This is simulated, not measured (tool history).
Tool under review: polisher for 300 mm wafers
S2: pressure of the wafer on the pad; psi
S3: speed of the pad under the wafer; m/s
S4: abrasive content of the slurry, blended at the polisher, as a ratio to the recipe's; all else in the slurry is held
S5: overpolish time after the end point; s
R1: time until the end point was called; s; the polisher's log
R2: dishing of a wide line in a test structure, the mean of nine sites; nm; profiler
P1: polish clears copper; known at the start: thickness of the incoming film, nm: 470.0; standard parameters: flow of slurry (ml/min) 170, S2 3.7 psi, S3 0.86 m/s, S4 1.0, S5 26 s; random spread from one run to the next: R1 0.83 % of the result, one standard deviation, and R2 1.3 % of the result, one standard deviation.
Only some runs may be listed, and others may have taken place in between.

Run 1, day 0.500: flow of slurry (ml/min) 170, S2 3.7 psi, S3 0.86 m/s, S4 1.0, S5 26 s. Result: R1 154.150 s, R2 52.205 nm.
Run 2, day 0.996: flow of slurry (ml/min) 170, S2 5.8 psi, S3 0.86 m/s, S4 1.0, S5 26 s. Result: R1 99.644 s, R2 76.321 nm.
Run 3, day 1.308: flow of slurry (ml/min) 170, S2 3.7 psi, S3 0.86 m/s, S4 1.0, S5 48 s. Result: R1 155.830 s, R2 81.205 nm.
Run 4, day 1.679: flow of slurry (ml/min) 170, S2 3.7 psi, S3 0.86 m/s, S4 1.0, S5 26 s. Result: R1 154.640 s, R2 52.302 nm.
Run 5, day 2.217: flow of slurry (ml/min) 170, S2 3.7 psi, S3 0.86 m/s, S4 1.3, S5 26 s. Result: R1 147.230 s, R2 55.890 nm.
Run 6, day 2.675: flow of slurry (ml/min) 170, S2 1.7 psi, S3 0.86 m/s, S4 1.0, S5 26 s. Result: R1 343.230 s, R2 26.260 nm.
Run 7, day 3.292: flow of slurry (ml/min) 125, S2 3.7 psi, S3 0.86 m/s, S4 1.0, S5 26 s. Result: R1 163.640 s, R2 50.169 nm.
Run 8, day 3.600: flow of slurry (ml/min) 170, S2 3.7 psi, S3 0.86 m/s, S4 1.0, S5 26 s. Result: R1 157.020 s, R2 52.318 nm.
Run 9, day 3.967: flow of slurry (ml/min) 170, S2 3.7 psi, S3 0.86 m/s, S4 1.0, S5 26 s. Result: R1 155.690 s, R2 53.254 nm.
Run 10, day 4.467: flow of slurry (ml/min) 170, S2 3.7 psi, S3 0.86 m/s, S4 1.0, S5 26 s. Result: R1 154.990 s, R2 52.196 nm.
Run 11, day 4.888: flow of slurry (ml/min) 260, S2 3.7 psi, S3 0.86 m/s, S4 1.0, S5 26 s. Result: R1 148.570 s, R2 54.311 nm.
Run 12, day 5.279: flow of slurry (ml/min) 100, S2 3.7 psi, S3 0.86 m/s, S4 1.0, S5 11 s. Result: R1 175.500 s, R2 21.990 nm.
Run 13, day 5.625: flow of slurry (ml/min) 170, S2 3.7 psi, S3 0.60 m/s, S4 1.0, S5 26 s. Result: R1 221.270 s, R2 39.311 nm.

Run 14 comes next. What will it give?
At day 5.804: slurry nozzle cleaned.
Run 14, day 6.038: flow of slurry (ml/min) 170, S2 3.7 psi, S3 1.26 m/s, S4 1.0, S5 26 s. Result: R1 ?, R2 ?.

R1: 105.760 s
R2: 71.378 nm

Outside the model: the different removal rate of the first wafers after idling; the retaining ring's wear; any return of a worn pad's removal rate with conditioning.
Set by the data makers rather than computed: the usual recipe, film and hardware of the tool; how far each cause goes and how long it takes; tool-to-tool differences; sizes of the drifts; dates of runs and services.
